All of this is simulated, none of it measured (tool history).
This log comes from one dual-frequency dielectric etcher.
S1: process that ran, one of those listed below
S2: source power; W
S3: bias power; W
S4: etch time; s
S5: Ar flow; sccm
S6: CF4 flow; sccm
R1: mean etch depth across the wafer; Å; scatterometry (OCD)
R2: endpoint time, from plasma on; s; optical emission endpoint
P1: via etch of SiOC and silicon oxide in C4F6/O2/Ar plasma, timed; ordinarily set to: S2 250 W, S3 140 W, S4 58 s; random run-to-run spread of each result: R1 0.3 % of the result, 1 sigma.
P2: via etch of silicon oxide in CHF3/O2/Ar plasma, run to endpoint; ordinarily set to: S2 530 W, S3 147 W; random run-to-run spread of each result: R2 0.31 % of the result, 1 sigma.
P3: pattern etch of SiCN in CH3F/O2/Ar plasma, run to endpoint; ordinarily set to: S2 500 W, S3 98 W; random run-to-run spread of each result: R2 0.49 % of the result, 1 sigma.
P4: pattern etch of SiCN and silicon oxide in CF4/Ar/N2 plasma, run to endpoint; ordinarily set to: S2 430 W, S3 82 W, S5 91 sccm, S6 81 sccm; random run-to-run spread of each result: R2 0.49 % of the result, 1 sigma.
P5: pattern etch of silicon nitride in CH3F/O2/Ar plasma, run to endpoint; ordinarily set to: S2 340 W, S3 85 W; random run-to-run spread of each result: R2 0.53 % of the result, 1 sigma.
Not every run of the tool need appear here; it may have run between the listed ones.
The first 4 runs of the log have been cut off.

run	hour	S1	S2	S3	S4	S5	S6	R1	R2
5	42.5	P3	500	98					14.99
6	49.9	P2	530	147					445.31
7	57.9	P4	570	82		91	81		7.6407
8	67.8	P4	430	82		91	99		9.3882
9	74.9	P1	250	140	58			500.71	
10	82.8	P5	340	105					47.318
11	93	P1	250	180	83.5			780.94	
12	103.4	P3	650	98					13.74
13	110.9	P4	430	82		71	81		9.3526
14	118	P5	450	85					46.273
15	124.5	P5	340	85					51.03
16	134.1	P1	310	140	85.5			798.92	
17	140.4	P1	190	140	58			447.78	
18	148.7	P1	300	140	58			535.28	
19	157.1	P4	430	82		91	81		9.6543

Estimate the outcome of run 20 from the log above:
20	164.4	P1	250	140	38.5			?	

{"run 20": {"R1": 332.23}}

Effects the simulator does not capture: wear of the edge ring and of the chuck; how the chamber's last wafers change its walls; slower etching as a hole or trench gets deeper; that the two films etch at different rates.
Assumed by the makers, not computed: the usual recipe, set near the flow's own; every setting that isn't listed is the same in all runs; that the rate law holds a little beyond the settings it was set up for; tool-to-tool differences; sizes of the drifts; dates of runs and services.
